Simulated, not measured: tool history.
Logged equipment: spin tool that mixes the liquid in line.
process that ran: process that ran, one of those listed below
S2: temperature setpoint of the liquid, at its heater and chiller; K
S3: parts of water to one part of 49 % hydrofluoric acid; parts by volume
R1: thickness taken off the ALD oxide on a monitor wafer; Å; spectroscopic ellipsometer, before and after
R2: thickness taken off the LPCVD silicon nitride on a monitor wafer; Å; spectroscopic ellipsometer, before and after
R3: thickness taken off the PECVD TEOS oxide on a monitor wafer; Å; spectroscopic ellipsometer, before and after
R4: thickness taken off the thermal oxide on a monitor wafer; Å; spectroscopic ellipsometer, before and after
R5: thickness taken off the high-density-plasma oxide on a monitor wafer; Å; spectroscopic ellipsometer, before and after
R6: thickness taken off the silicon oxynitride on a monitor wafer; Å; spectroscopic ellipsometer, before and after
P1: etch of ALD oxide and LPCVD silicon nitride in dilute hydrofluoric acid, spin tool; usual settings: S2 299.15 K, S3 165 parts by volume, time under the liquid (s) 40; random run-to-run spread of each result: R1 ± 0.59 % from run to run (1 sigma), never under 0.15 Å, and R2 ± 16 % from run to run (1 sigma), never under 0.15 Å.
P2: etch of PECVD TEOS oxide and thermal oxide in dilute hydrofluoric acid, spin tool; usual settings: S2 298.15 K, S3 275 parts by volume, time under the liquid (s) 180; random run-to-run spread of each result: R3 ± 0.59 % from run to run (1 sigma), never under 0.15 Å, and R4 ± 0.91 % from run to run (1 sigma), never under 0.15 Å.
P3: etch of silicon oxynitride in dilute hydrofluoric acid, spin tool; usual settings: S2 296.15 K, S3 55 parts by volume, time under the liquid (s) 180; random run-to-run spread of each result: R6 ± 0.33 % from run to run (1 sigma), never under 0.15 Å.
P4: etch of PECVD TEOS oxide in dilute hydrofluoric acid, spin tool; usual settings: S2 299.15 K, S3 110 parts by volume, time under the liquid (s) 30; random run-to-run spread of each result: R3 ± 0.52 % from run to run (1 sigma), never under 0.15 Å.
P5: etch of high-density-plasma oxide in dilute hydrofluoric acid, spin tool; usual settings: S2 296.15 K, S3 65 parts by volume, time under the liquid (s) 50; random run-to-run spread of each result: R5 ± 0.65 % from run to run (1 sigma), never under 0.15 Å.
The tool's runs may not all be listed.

Run 1, day 0.283: process that ran P1, S2 299.15 K, S3 165 parts by volume, time under the liquid (s) 40. Result: R1 41.350 Å, R2 1.43070 Å.
Run 2, day 0.654: process that ran P2, S2 298.15 K, S3 275 parts by volume, time under the liquid (s) 180. Result: R3 58.654 Å, R4 27.689 Å.
Run 3, day 1.021: process that ran P5, S2 296.15 K, S3 65 parts by volume, time under the liquid (s) 50. Result: R5 46.476 Å.
Run 4, day 1.338: process that ran P4, S2 306.15 K, S3 110 parts by volume, time under the liquid (s) 30. Result: R3 88.077 Å.
Run 5, day 1.617: process that ran P2, S2 298.15 K, S3 110 parts by volume, time under the liquid (s) 180. Result: R3 177.480 Å, R4 82.369 Å.
Run 6, day 2.242: process that ran P2, S2 298.15 K, S3 275 parts by volume, time under the liquid (s) 180. Result: R3 59.344 Å, R4 27.857 Å.
Run 7, day 2.625: process that ran P1, S2 299.15 K, S3 165 parts by volume, time under the liquid (s) 40. Result: R1 41.704 Å, R2 1.79760 Å.
Run 8, day 3.021: process that ran P4, S2 299.15 K, S3 110 parts by volume, time under the liquid (s) 15. Result: R3 33.446 Å.
Run 9, day 3.450: process that ran P3, S2 304.15 K, S3 55 parts by volume, time under the liquid (s) 180. Result: R6 149.2300 Å.
Run 10, day 3.854: process that ran P4, S2 299.15 K, S3 180 parts by volume, time under the liquid (s) 30. Result: R3 37.863 Å.
Run 11, day 4.262: process that ran P1, S2 299.15 K, S3 165 parts by volume, time under the liquid (s) 40. Result: R1 41.450 Å, R2 1.64030 Å.
Run 12, day 4.896: process that ran P2, S2 291.65 K, S3 275 parts by volume, time under the liquid (s) 180. Result: R3 46.761 Å, R4 22.195 Å.
Run 13, day 5.325: process that ran P1, S2 304.65 K, S3 230 parts by volume, time under the liquid (s) 40. Result: R1 33.365 Å, R2 0.74307 Å.
Run 14, day 5.696: process that ran P5, S2 303.65 K, S3 65 parts by volume, time under the liquid (s) 50. Result: R5 62.487 Å.
Run 15, day 6.312: process that ran P4, S2 299.15 K, S3 110 parts by volume, time under the liquid (s) 30. Result: R3 67.746 Å.
Run 16, day 6.904: process that ran P1, S2 299.15 K, S3 165 parts by volume, time under the liquid (s) 40. Result: R1 41.623 Å, R2 1.45470 Å.
Run 17, day 7.479: process that ran P1, S2 299.15 K, S3 265 parts by volume, time under the liquid (s) 40. Result: R1 22.972 Å, R2 0.68310 Å.
Run 18, day 7.971: process that ran P1, S2 299.15 K, S3 165 parts by volume, time under the liquid (s) 40. Result: R1 41.025 Å, R2 1.53760 Å.
Run 19, day 8.579: process that ran P1, S2 292.15 K, S3 165 parts by volume, time under the liquid (s) 40. Result: R1 31.487 Å, R2 1.03860 Å.
Run 20, day 8.917: process that ran P1, S2 303.65 K, S3 165 parts by volume, time under the liquid (s) 40. Result: R1 47.694 Å, R2 1.61970 Å.
Run 21, day 9.492: process that ran P5, S2 296.15 K, S3 105 parts by volume, time under the liquid (s) 50. Result: R5 27.217 Å.
Run 22, day 9.996: process that ran P5, S2 296.15 K, S3 65 parts by volume, time under the liquid (s) 50. Result: R5 46.196 Å.
Run 23, day 10.379: process that ran P3, S2 296.15 K, S3 100 parts by volume, time under the liquid (s) 180. Result: R6 53.6270 Å.
Run 24, day 10.775: process that ran P2, S2 298.15 K, S3 275 parts by volume, time under the liquid (s) 315. Result: R3 102.650 Å, R4 48.240 Å.
Run 25, day 11.392: process that ran P3, S2 296.15 K, S3 55 parts by volume, time under the liquid (s) 15. Result: R6 8.5157 Å.
Run 26, day 11.979: process that ran P1, S2 299.15 K, S3 60 parts by volume, time under the liquid (s) 40. Result: R1 129.430 Å, R2 3.94250 Å.
Run 27, day 12.558: process that ran P5, S2 296.15 K, S3 65 parts by volume, time under the liquid (s) 25. Result: R5 23.433 Å.
Run 28, day 12.842: process that ran P1, S2 299.15 K, S3 165 parts by volume, time under the liquid (s) 15. Result: R1 15.492 Å, R2 0.38918 Å.
Run 29, day 13.154: process that ran P3, S2 296.15 K, S3 55 parts by volume, time under the liquid (s) 180. Result: R6 101.3200 Å.
Run 30, day 13.633: process that ran P1, S2 299.15 K, S3 165 parts by volume, time under the liquid (s) 40. Result: R1 41.056 Å, R2 1.61250 Å.
Run 31, day 14.267: process that ran P1, S2 299.15 K, S3 165 parts by volume, time under the liquid (s) 60. Result: R1 61.668 Å, R2 1.86030 Å.
Run 32, day 14.742: process that ran P1, S2 305.65 K, S3 165 parts by volume, time under the liquid (s) 15. Result: R1 19.384 Å, R2 0.69365 Å.
Run 33, day 15.146: process that ran P1, S2 299.15 K, S3 165 parts by volume, time under the liquid (s) 40. Result: R1 41.314 Å, R2 1.39050 Å.
Run 34, day 15.721: process that ran P1, S2 299.15 K, S3 165 parts by volume, time under the liquid (s) 40. Result: R1 40.016 Å, R2 0.87831 Å.
Run 35, day 16.288: process that ran P1, S2 299.15 K, S3 165 parts by volume, time under the liquid (s) 40. Result: R1 39.680 Å, R2 1.52620 Å.
Run 36, day 16.675: process that ran P1, S2 299.15 K, S3 165 parts by volume, time under the liquid (s) 40. Result: R1 39.263 Å, R2 1.01430 Å.
Run 37, day 17.283: process that ran P1, S2 299.15 K, S3 165 parts by volume, time under the liquid (s) 40. Result: R1 38.686 Å, R2 1.23860 Å.
Run 38, day 17.842: process that ran P1, S2 299.15 K, S3 165 parts by volume, time under the liquid (s) 40. Result: R1 38.462 Å, R2 1.05250 Å.
Run 39, day 18.467: process that ran P1, S2 299.15 K, S3 165 parts by volume, time under the liquid (s) 40. Result: R1 38.356 Å, R2 1.28670 Å.

The log shows P1 creeping away from where it was. Any of the 2 causes listed here, at the size stated for it, fits the log just as well as the others:
A: hydrofluoric acid flow below the setpoint (%) = 5.77
B: liquid colder than its thermometer reads (K) = 1.91
The process output started creeping at around day 15.146.

You are offered 4 check runs, listed below with question marks in place of their results; each one averages 5 wafers. Which run separates the listed causes by giving clearly different results for each?
Run check 1, day 19.092: process that ran P3, S2 296.15 K, S3 55 parts by volume, time under the liquid (s) 35. Result: R6 ?.
Run check 2, day 19.092: process that ran P2, S2 292.15 K, S3 275 parts by volume, time under the liquid (s) 315. Result: R3 ?, R4 ?.
Run check 3, day 19.092: process that ran P4, S2 299.15 K, S3 175 parts by volume, time under the liquid (s) 30. Result: R3 ?.
Run check 4, day 19.092: process that ran P5, S2 301.65 K, S3 85 parts by volume, time under the liquid (s) 50. Result: R5 ?.

Predicted outcomes, by check and by cause:
  check  result     if A     if B
check 1      R6  18.5420  17.9560
check 2      R3   77.019   77.172
check 2      R4   36.319   36.392
check 3      R3   36.619   36.649
check 4      R5   40.295   39.992
Minimum pairwise separation of causes per check, each pair taken at its best-separating result: check 1 3.21 %; check 2 0.2 %; check 3 0.08 %; check 4 0.75 %
Check 1 tells the causes apart: in the others they would give nearly the same result.

Check 1 has now been run. It gave: R6 17.9930 Å. Which of the candidate causes is it?

B is the cause: liquid colder than its thermometer reads (K).
